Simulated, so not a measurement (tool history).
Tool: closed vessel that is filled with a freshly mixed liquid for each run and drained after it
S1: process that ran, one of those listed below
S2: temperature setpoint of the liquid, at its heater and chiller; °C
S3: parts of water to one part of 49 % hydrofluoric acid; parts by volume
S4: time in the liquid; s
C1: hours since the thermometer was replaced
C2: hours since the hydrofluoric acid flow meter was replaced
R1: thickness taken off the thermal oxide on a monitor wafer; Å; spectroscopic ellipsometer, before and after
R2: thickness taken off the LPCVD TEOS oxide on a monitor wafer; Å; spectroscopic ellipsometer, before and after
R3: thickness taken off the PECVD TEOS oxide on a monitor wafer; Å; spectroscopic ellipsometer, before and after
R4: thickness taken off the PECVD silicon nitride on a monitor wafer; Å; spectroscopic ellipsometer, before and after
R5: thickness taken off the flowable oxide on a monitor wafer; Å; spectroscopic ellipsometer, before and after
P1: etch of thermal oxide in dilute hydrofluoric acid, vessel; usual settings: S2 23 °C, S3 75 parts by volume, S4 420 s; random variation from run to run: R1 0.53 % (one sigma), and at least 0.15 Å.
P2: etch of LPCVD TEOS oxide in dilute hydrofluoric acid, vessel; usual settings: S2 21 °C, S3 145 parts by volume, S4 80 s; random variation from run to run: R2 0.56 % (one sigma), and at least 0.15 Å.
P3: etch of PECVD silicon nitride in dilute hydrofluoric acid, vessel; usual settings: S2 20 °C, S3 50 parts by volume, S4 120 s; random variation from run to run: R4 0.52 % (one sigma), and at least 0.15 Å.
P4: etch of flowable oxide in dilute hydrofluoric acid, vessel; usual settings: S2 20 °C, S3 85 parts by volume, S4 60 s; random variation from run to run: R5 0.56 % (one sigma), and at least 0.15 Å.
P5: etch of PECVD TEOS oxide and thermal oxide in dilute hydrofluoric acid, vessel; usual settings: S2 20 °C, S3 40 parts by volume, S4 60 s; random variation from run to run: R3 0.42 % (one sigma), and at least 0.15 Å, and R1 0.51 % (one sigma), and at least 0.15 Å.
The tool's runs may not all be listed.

{"run": 1, "hour": 11.8, "S1": "P1", "S2": 23, "S3": 75, "S4": 420, "C1": 645.1, "C2": 1451.7, "R1": 251.28}
{"run": 2, "hour": 19.3, "S1": "P2", "S2": 21, "S3": 145, "S4": 165, "C1": 652.6, "C2": 1459.2, "R2": 182.35}
{"run": 3, "hour": 31.6, "S1": "P1", "S2": 23, "S3": 75, "S4": 185, "C1": 664.9, "C2": 1471.5, "R1": 109.11}
{"run": 4, "hour": 39.1, "S1": "P5", "S2": 20, "S3": 40, "S4": 60, "C1": 672.4, "C2": 1479, "R1": 66.084, "R3": 177.4}
{"run": 5, "hour": 53.9, "S1": "P1", "S2": 23, "S3": 25, "S4": 690, "C1": 687.2, "C2": 1493.8, "R1": 1322.9}
{"run": 6, "hour": 61.7, "S1": "P1", "S2": 23, "S3": 125, "S4": 420, "C1": 695, "C2": 1501.6, "R1": 141.62}
{"run": 7, "hour": 69.7, "S1": "P2", "S2": 21, "S3": 145, "S4": 80, "C1": 703, "C2": 1509.6, "R2": 89.092}
{"run": 8, "hour": 79.6, "S1": "P3", "S2": 20, "S3": 50, "S4": 120, "C1": 712.9, "C2": 1519.5, "R4": 41.824}
{"run": 9, "hour": 87.7, "S1": "P2", "S2": 27.5, "S3": 145, "S4": 80, "C1": 721, "C2": 1527.6, "R2": 116.41}
{"run": 10, "hour": 99.6, "S1": "P3", "S2": 25.5, "S3": 50, "S4": 120, "C1": 732.9, "C2": 1539.5, "R4": 60.892}
{"run": 11, "hour": 110.6, "S1": "P1", "S2": 23, "S3": 140, "S4": 595, "C1": 743.9, "C2": 1550.5, "R1": 174.94}
{"run": 12, "hour": 121.9, "S1": "P2", "S2": 21, "S3": 80, "S4": 80, "C1": 755.2, "C2": 1561.8, "R2": 175.25}
{"run": 13, "hour": 137.3, "S1": "P1", "S2": 23, "S3": 75, "S4": 420, "C1": 770.6, "C2": 1577.2, "R1": 249.51}
{"run": 14, "hour": 151.9, "S1": "P1", "S2": 23, "S3": 75, "S4": 825, "C1": 785.2, "C2": 1591.8, "R1": 494.94}
{"run": 15, "hour": 161.4, "S1": "P4", "S2": 27, "S3": 85, "S4": 60, "C1": 794.7, "C2": 1601.3, "R5": 430.71}
{"run": 16, "hour": 173.1, "S1": "P1", "S2": 18.5, "S3": 75, "S4": 665, "C1": 806.4, "C2": 1613, "R1": 329.3}
{"run": 17, "hour": 187.1, "S1": "P4", "S2": 20, "S3": 85, "S4": 90, "C1": 820.4, "C2": 1627, "R5": 481.08}
{"run": 18, "hour": 194.9, "S1": "P1", "S2": 27.5, "S3": 75, "S4": 420, "C1": 828.2, "C2": 1634.8, "R1": 300.96}
{"run": 19, "hour": 205.7, "S1": "P5", "S2": 20, "S3": 70, "S4": 60, "C1": 839, "C2": 1645.6, "R1": 36.151, "R3": 97.431}
{"run": 20, "hour": 220.5, "S1": "P5", "S2": 20, "S3": 40, "S4": 30, "C1": 853.8, "C2": 1660.4, "R1": 33.429, "R3": 89.076}
{"run": 21, "hour": 237.6, "S1": "P1", "S2": 23, "S3": 75, "S4": 420, "C1": 870.9, "C2": 1677.5, "R1": 251.67}
{"run": 22, "hour": 254.8, "S1": "P3", "S2": 20, "S3": 50, "S4": 120, "C1": 888.1, "C2": 1694.7, "R4": 41.734}
{"run": 23, "hour": 266.4, "S1": "P4", "S2": 20, "S3": 85, "S4": 60, "C1": 899.7, "C2": 1706.3, "R5": 323.9}
{"run": 24, "hour": 282.3, "S1": "P3", "S2": 20, "S3": 70, "S4": 120, "C1": 915.6, "C2": 1722.2, "R4": 29.712}
{"run": 25, "hour": 295.6, "S1": "P1", "S2": 23, "S3": 75, "S4": 420, "C1": 928.9, "C2": 1735.5, "R1": 251.14}
{"run": 26, "hour": 305.5, "S1": "P5", "S2": 17, "S3": 40, "S4": 60, "C1": 938.8, "C2": 1745.4, "R1": 58.771, "R3": 155.62}

Forecast run 27:
{"run": 27, "hour": 315.0, "S1": "P4", "S2": 20, "S3": 20, "S4": 60, "C1": 948.3, "C2": 1754.9, "R5": "?"}

R5: 1485.8 Å
